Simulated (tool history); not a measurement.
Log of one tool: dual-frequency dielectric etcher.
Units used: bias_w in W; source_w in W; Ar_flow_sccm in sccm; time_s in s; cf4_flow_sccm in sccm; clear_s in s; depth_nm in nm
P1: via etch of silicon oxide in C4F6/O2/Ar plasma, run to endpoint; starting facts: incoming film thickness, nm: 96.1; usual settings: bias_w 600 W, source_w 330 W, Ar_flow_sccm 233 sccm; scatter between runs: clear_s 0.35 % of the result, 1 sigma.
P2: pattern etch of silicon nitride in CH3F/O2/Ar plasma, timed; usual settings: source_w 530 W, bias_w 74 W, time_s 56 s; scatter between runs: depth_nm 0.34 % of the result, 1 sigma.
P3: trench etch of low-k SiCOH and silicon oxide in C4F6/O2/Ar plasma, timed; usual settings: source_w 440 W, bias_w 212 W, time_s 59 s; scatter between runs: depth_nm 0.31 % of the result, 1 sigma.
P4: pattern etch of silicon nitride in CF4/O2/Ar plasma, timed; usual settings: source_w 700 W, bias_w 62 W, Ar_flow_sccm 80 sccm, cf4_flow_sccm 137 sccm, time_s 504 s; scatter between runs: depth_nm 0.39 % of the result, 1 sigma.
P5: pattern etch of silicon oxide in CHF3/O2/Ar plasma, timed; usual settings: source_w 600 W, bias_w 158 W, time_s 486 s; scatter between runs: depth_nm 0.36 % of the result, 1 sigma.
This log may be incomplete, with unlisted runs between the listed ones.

run   hour  process  bias_w  source_w  Ar_flow_sccm  time_s  cf4_flow_sccm  hours since the last wet clean  hours since the last bias power generator calibration  hours since the last source power generator calibration  hours since the last Ar flow controller change  clear_s  depth_nm
  1    5.3       P1     600       330           233                                                  468.7                                                 1068.7                                                   1424.5                                          2428.6   20.502
  2    9.8       P1     424       330           233                                                  473.2                                                 1073.2                                                     1429                                          2433.1   23.376
  3   15.5       P5     107       600                   486                                          478.9                                                 1078.9                                                   1434.7                                          2438.8             826.53
  4   19.4       P1     371       400           233                                                  482.8                                                 1082.8                                                   1438.6                                          2442.7   22.766
  5   27.2       P1     600       330           182                                                  490.6                                                 1090.6                                                   1446.4                                          2450.5   19.901
  6   35.7       P1     600       330           233                                                  499.1                                                 1099.1                                                   1454.9                                            2459   20.361
  7   42.3       P4      62       700            80     277            137                           505.7                                                 1105.7                                                   1461.5                                          2465.6             788.12
  8   49.9       P1     600       330           233                                                  513.3                                                 1113.3                                                   1469.1                                          2473.2   20.558
  9   54.1       P2      74       530                    31                                          517.5                                                 1117.5                                                   1473.3                                          2477.4             24.632
 10   61.3       P2      74       530                    56                                          524.7                                                 1124.7                                                   1480.5                                          2484.6             44.523
 11   65.1       P3     212       440                  32.5                                          528.5                                                 1128.5                                                   1484.3                                          2488.4             112.68
 12   69.9       P1     600       330           233                                                  533.3                                                 1133.3                                                   1489.1                                          2493.2   20.448
 13   75.2       P1     600       430           233                                                  538.6                                                 1138.6                                                   1494.4                                          2498.5    18.64
 14   81.6       P4      62       700            97     504            137                             545                                                   1145                                                   1500.8                                          2504.9             1426.6
 15   89.3       P5     158       750                   486                                          552.7                                                 1152.7                                                   1508.5                                          2512.6             1021.4
 16   93.9       P5     158       600                   486                                          557.3                                                 1157.3                                                   1513.1                                          2517.2             936.03
 17   98.2       P5     158       600                   319                                          561.6                                                 1161.6                                                   1517.4                                          2521.5             615.99
 18  105.4       P1     405       330           181                                                  568.8                                                 1168.8                                                   1524.6                                          2528.7   23.065
 19  113.7       P4      62      1000            80     504            137                           577.1                                                 1177.1                                                   1532.9                                            2537             1960.6
 20  117.9       P3     212       440                    59                                          581.3                                                 1181.3                                                   1537.1                                          2541.2             203.84
 21  121.7       P1     801       330           233                                                  585.1                                                 1185.1                                                   1540.9                                            2545    18.38
 22    127       P4      78       700            80     504            137                           590.4                                                 1190.4                                                   1546.2                                          2550.3             1577.2
 23  134.9       P2      74       530                    56                                          598.3                                                 1198.3                                                   1554.1                                          2558.2              44.48

Expected results for the next run?
 24  140.1       P3     270       440                    59                                          603.5                                                 1203.5                                                   1559.3                                          2563.4                  ?

{"run 24": {"depth_nm": 221.55}}
